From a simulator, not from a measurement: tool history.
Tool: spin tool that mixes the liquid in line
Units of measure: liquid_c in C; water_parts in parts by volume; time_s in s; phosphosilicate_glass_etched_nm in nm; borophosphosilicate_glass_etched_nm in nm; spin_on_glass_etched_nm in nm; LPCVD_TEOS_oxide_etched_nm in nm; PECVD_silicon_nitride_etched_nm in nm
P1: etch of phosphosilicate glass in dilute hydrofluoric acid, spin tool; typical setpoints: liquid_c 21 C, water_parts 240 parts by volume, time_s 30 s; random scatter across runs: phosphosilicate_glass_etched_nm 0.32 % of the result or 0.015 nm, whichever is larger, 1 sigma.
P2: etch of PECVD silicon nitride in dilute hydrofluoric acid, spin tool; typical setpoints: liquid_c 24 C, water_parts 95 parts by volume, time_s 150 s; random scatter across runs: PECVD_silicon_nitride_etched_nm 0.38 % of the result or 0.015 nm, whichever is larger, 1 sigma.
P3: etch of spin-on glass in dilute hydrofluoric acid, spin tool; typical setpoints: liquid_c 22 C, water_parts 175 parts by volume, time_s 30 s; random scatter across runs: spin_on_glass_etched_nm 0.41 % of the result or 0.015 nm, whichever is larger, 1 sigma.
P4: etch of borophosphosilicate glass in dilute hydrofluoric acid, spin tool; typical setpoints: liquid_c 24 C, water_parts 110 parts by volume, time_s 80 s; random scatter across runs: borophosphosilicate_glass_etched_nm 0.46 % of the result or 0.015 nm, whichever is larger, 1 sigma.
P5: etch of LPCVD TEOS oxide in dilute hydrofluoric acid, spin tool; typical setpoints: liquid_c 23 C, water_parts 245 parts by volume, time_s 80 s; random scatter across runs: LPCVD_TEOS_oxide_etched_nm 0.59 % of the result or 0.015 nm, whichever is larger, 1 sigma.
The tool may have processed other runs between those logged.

run,day,process,liquid_c,water_parts,time_s,hours since the thermometer was replaced,hours since the hydrofluoric acid flow meter was replaced,phosphosilicate_glass_etched_nm,borophosphosilicate_glass_etched_nm,spin_on_glass_etched_nm,LPCVD_TEOS_oxide_etched_nm,PECVD_silicon_nitride_etched_nm
1,0.196,P1,21,240,30,274.7,281.7,10.406,,,,
2,0.45,P4,20.5,110,80,280.8,287.8,,31.967,,,
3,0.671,P3,28.5,175,30,286.1,293.1,,,7.6724,,
4,0.908,P5,18,245,80,291.8,298.8,,,,5.1434,
5,1.146,P1,21,240,30,297.5,304.5,10.436,,,,
6,1.292,P2,29,95,150,301,308,,,,,7.8056
7,1.496,P1,21,335,30,305.9,312.9,6.883,,,,
8,1.729,P5,23,245,80,311.5,318.5,,,,6.1949,
9,2.025,P5,23,405,80,318.6,325.6,,,,3.2734,
10,2.233,P3,22,295,30,323.6,330.6,,,3.169,,
11,2.512,P2,24,95,60,330.3,337.3,,,,,2.287
12,2.758,P3,22,175,30,336.2,343.2,,,6.0372,,
13,2.896,P1,21,240,30,339.5,346.5,10.44,,,,
14,3.038,P3,22,175,55,342.9,349.9,,,11.035,,
15,3.267,P2,24,95,150,348.4,355.4,,,,,5.6742
16,3.567,P4,24,110,130,355.6,362.6,,59.437,,,
17,3.704,P5,23,245,80,358.9,365.9,,,,6.193,
18,3.979,P1,17,240,30,365.5,372.5,8.8791,,,,
19,4.154,P1,21,240,30,369.7,376.7,10.435,,,,
20,4.417,P1,21,410,15,376,383,2.5892,,,,
21,4.642,P1,21,80,30,381.4,388.4,37.123,,,,
22,4.942,P1,28.5,240,30,388.6,395.6,13.604,,,,
23,5.125,P1,21,240,15,393,400,5.2437,,,,
# day 5.408: thermometer replaced
24,5.412,P1,21,240,55,0.2,406.9,19.091,,,,
25,5.708,P1,21,240,30,7.3,414,10.388,,,,
26,5.912,P4,24,180,80,12.2,418.9,,20.512,,,
27,6.175,P4,24,110,80,18.5,425.2,,36.66,,,
28,6.4,P1,27.5,135,30,23.9,430.6,26.585,,,,
29,6.554,P2,24,35,150,27.6,434.3,,,,,15.145
30,6.796,P5,23,245,15,33.4,440.1,,,,1.1839,

What does the tool deliver on the next run?
31,7.088,P1,21,240,30,40.4,447.1,?,,,,

{"run 31": {"phosphosilicate_glass_etched_nm": 10.401}}
